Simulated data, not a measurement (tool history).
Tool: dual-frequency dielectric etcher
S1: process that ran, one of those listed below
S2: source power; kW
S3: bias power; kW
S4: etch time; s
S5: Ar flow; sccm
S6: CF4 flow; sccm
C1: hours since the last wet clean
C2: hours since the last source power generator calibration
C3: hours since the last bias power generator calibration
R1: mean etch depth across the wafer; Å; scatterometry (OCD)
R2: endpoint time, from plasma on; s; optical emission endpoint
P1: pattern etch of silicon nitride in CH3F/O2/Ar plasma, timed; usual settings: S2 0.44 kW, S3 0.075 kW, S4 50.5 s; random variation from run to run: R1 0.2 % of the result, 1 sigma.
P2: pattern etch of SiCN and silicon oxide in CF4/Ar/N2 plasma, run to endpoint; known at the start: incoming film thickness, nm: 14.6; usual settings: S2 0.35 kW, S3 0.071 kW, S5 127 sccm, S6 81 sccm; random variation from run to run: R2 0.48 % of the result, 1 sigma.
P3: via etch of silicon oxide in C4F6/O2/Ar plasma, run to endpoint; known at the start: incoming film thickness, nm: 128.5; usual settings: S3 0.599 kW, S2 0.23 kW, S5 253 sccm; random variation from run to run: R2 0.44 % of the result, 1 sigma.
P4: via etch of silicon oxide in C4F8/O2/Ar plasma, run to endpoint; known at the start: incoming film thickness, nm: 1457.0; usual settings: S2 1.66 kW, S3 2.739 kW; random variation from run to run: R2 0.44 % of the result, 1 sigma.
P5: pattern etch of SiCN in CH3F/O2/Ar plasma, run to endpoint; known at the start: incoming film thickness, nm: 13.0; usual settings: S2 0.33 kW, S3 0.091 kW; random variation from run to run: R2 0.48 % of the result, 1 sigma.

Run 1, hour 10.3: S1 P1, S2 0.44 kW, S3 0.075 kW, S4 50.5 s; C1 219.8; C2 1678.3; C3 706.7. Result: R1 364.98 Å.
Run 2, hour 16.8: S1 P1, S2 0.44 kW, S3 0.075 kW, S4 50.5 s; C1 226.3; C2 1684.8; C3 713.2. Result: R1 365.05 Å.
Run 3, hour 26.1: S1 P5, S2 0.33 kW, S3 0.091 kW; C1 235.6; C2 1694.1; C3 722.5. Result: R2 33.987 s.
Run 4, hour 33.5: S1 P1, S2 0.55 kW, S3 0.097 kW, S4 50.5 s; C1 243; C2 1701.5; C3 729.9. Result: R1 433.94 Å.
Run 5, hour 42.7: S1 P1, S2 0.44 kW, S3 0.075 kW, S4 65 s; C1 252.2; C2 1710.7; C3 739.1. Result: R1 470.9 Å.
Run 6, hour 51.7: S1 P5, S2 0.33 kW, S3 0.059 kW; C1 261.2; C2 1719.7; C3 748.1. Result: R2 39.844 s.
Run 7, hour 61.8: S1 P3, S2 0.23 kW, S3 0.599 kW, S5 153 sccm; C1 271.3; C2 1729.8; C3 758.2. Result: R2 31.09 s.
Run 8, hour 70.9: S1 P1, S2 0.44 kW, S3 0.075 kW, S4 50.5 s; C1 280.4; C2 1738.9; C3 767.3. Result: R1 365.67 Å.
Run 9, hour 79.9: S1 P4, S2 1.66 kW, S3 3.874 kW; C1 289.4; C2 1747.9; C3 776.3. Result: R2 262.81 s.
Run 10, hour 87.4: S1 P1, S2 0.36 kW, S3 0.075 kW, S4 50.5 s; C1 296.9; C2 1755.4; C3 783.8. Result: R1 339.75 Å.
Run 11, hour 97.9: S1 P1, S2 0.44 kW, S3 0.092 kW, S4 50.5 s; C1 307.4; C2 1765.9; C3 794.3. Result: R1 392.95 Å.
Run 12, hour 105.7: S1 P1, S2 0.44 kW, S3 0.075 kW, S4 50.5 s; C1 315.2; C2 1773.7; C3 802.1. Result: R1 365.66 Å.
Run 13, hour 111.3: S1 P2, S2 0.35 kW, S3 0.071 kW, S5 161 sccm, S6 81 sccm; C1 320.8; C2 1779.3; C3 807.7. Result: R2 22.811 s.
Run 14, hour 118.2: S1 P3, S2 0.3 kW, S3 0.599 kW, S5 253 sccm; C1 327.7; C2 1786.2; C3 814.6. Result: R2 29.887 s.
Run 15, hour 128.5: S1 P1, S2 0.44 kW, S3 0.061 kW, S4 50.5 s; C1 338; C2 1796.5; C3 824.9. Result: R1 341.45 Å.
Run 16, hour 137.9: S1 P2, S2 0.35 kW, S3 0.041 kW, S5 127 sccm, S6 81 sccm; C1 347.4; C2 1805.9; C3 834.3. Result: R2 26.301 s.
Run 17, hour 147: S1 P1, S2 0.44 kW, S3 0.075 kW, S4 50.5 s; C1 356.5; C2 1815; C3 843.4. Result: R1 363.94 Å.
Run 18, hour 155.1: S1 P2, S2 0.35 kW, S3 0.071 kW, S5 127 sccm, S6 64 sccm; C1 364.6; C2 1823.1; C3 851.5. Result: R2 22.557 s.
Run 19, hour 160.9: S1 P2, S2 0.35 kW, S3 0.071 kW, S5 127 sccm, S6 81 sccm; C1 370.4; C2 1828.9; C3 857.3. Result: R2 21.972 s.
Run 20, hour 166.9: S1 P3, S2 0.23 kW, S3 0.599 kW, S5 253 sccm; C1 376.4; C2 1834.9; C3 863.3. Result: R2 32.624 s.
Run 21, hour 172.7: S1 P1, S2 0.44 kW, S3 0.075 kW, S4 50.5 s; C1 382.2; C2 1840.7; C3 869.1. Result: R1 364.41 Å.
Run 22, hour 179.6: S1 P2, S2 0.47 kW, S3 0.071 kW, S5 127 sccm, S6 81 sccm; C1 389.1; C2 1847.6; C3 876. Result: R2 17.026 s.
Run 23, hour 188.5: S1 P4, S2 1.66 kW, S3 2.739 kW; C1 398; C2 1856.5; C3 884.9. Result: R2 291.57 s.
Run 24, hour 197.5: S1 P2, S2 0.35 kW, S3 0.071 kW, S5 127 sccm, S6 81 sccm; C1 407; C2 1865.5; C3 893.9. Result: R2 21.8 s.
Run 25, hour 208.1: S1 P1, S2 0.59 kW, S3 0.048 kW, S4 50.5 s; C1 417.6; C2 1876.1; C3 904.5. Result: R1 355.28 Å.
Run 26, hour 216.7: S1 P1, S2 0.44 kW, S3 0.075 kW, S4 50.5 s; C1 426.2; C2 1884.7; C3 913.1. Result: R1 366.05 Å.
Run 27, hour 223: S1 P4, S2 1.07 kW, S3 2.739 kW; C1 432.5; C2 1891; C3 919.4. Result: R2 349.03 s.
Run 28, hour 229.3: S1 P5, S2 0.33 kW, S3 0.091 kW; C1 438.8; C2 1897.3; C3 925.7. Result: R2 33.619 s.
Run 29, hour 235.6: S1 P5, S2 0.41 kW, S3 0.091 kW; C1 445.1; C2 1903.6; C3 932. Result: R2 31.448 s.
Run 30, hour 243.2: S1 P1, S2 0.44 kW, S3 0.075 kW, S4 31.5 s; C1 452.7; C2 1911.2; C3 939.6. Result: R1 227.79 Å.
Run 31, hour 253.3: S1 P1, S2 0.59 kW, S3 0.075 kW, S4 50.5 s; C1 462.8; C2 1921.3; C3 949.7. Result: R1 407.49 Å.
Run 32, hour 258.7: S1 P3, S2 0.23 kW, S3 0.396 kW, S5 253 sccm; C1 468.2; C2 1926.7; C3 955.1. Result: R2 38.547 s.
Run 33, hour 268.6: S1 P1, S2 0.44 kW, S3 0.075 kW, S4 50.5 s; C1 478.1; C2 1936.6; C3 965. Result: R1 364.85 Å.
Run 34, hour 274.4: S1 P1, S2 0.44 kW, S3 0.075 kW, S4 50.5 s; C1 483.9; C2 1942.4; C3 970.8. Result: R1 363.66 Å.
Run 35, hour 279.4: S1 P1, S2 0.44 kW, S3 0.075 kW, S4 50.5 s; C1 488.9; C2 1947.4; C3 975.8. Result: R1 361.7 Å.
Run 36, hour 286: S1 P1, S2 0.44 kW, S3 0.075 kW, S4 50.5 s; C1 495.5; C2 1954; C3 982.4. Result: R1 360.41 Å.
Run 37, hour 292.4: S1 P1, S2 0.44 kW, S3 0.075 kW, S4 50.5 s; C1 501.9; C2 1960.4; C3 988.8. Result: R1 360.38 Å.
At hour 295.3: wet clean of the chamber.
Run 38, hour 301.2: S1 P1, S2 0.44 kW, S3 0.075 kW, S4 50.5 s; C1 5.9; C2 1969.2; C3 997.6. Result: R1 359.35 Å.
Run 39, hour 306.7: S1 P1, S2 0.44 kW, S3 0.075 kW, S4 50.5 s; C1 11.4; C2 1974.7; C3 1003.1. Result: R1 360.36 Å.
Run 40, hour 315: S1 P1, S2 0.44 kW, S3 0.075 kW, S4 50.5 s; C1 19.7; C2 1983; C3 1011.4. Result: R1 360.52 Å.

What P1 gives has crept away from where it was. These 2 causes fit the log equally well, each at the size given:
A: bias power that arrives under what is set, % = 4.11
B: source power that arrives under what is set, % = 3.71
The creep began at about hour 268.6.
Why every other cause is out:
chamber walls in a state that lowers the etch rate, %: serviced at hour 295.3, which brought nothing back

4 check runs are offered, each on 3 wafers whose results are averaged, their results left as question marks. Which one tells the causes apart?
Run check 1, hour 323.3: S1 P3, S2 0.23 kW, S3 0.409 kW, S5 253 sccm. Result: R2 ?.
Run check 2, hour 323.3: S1 P5, S2 0.33 kW, S3 0.062 kW. Result: R2 ?.
Run check 3, hour 323.3: S1 P4, S2 1.16 kW, S3 3.833 kW. Result: R2 ?.
Run check 4, hour 323.3: S1 P2, S2 0.42 kW, S3 0.044 kW, S5 127 sccm, S6 81 sccm. Result: R2 ?.

What each check would give under each cause:
  check  result    if A    if B
check 1      R2  38.596   38.53
check 2      R2  39.541  39.532
check 3      R2  305.78  305.88
check 4      R2   22.15  22.619
How far apart the two closest causes lie, in the result that separates them most: check 1 0.17 %; check 2 0.02 %; check 3 0.03 %; check 4 2.1 %
Only check 4 tells the causes apart: in the others they would give nearly the same result.

Check 4 was then run and gave: R2 22.216 s. Which cause is it?

It is A: bias power that arrives under what is set, %.
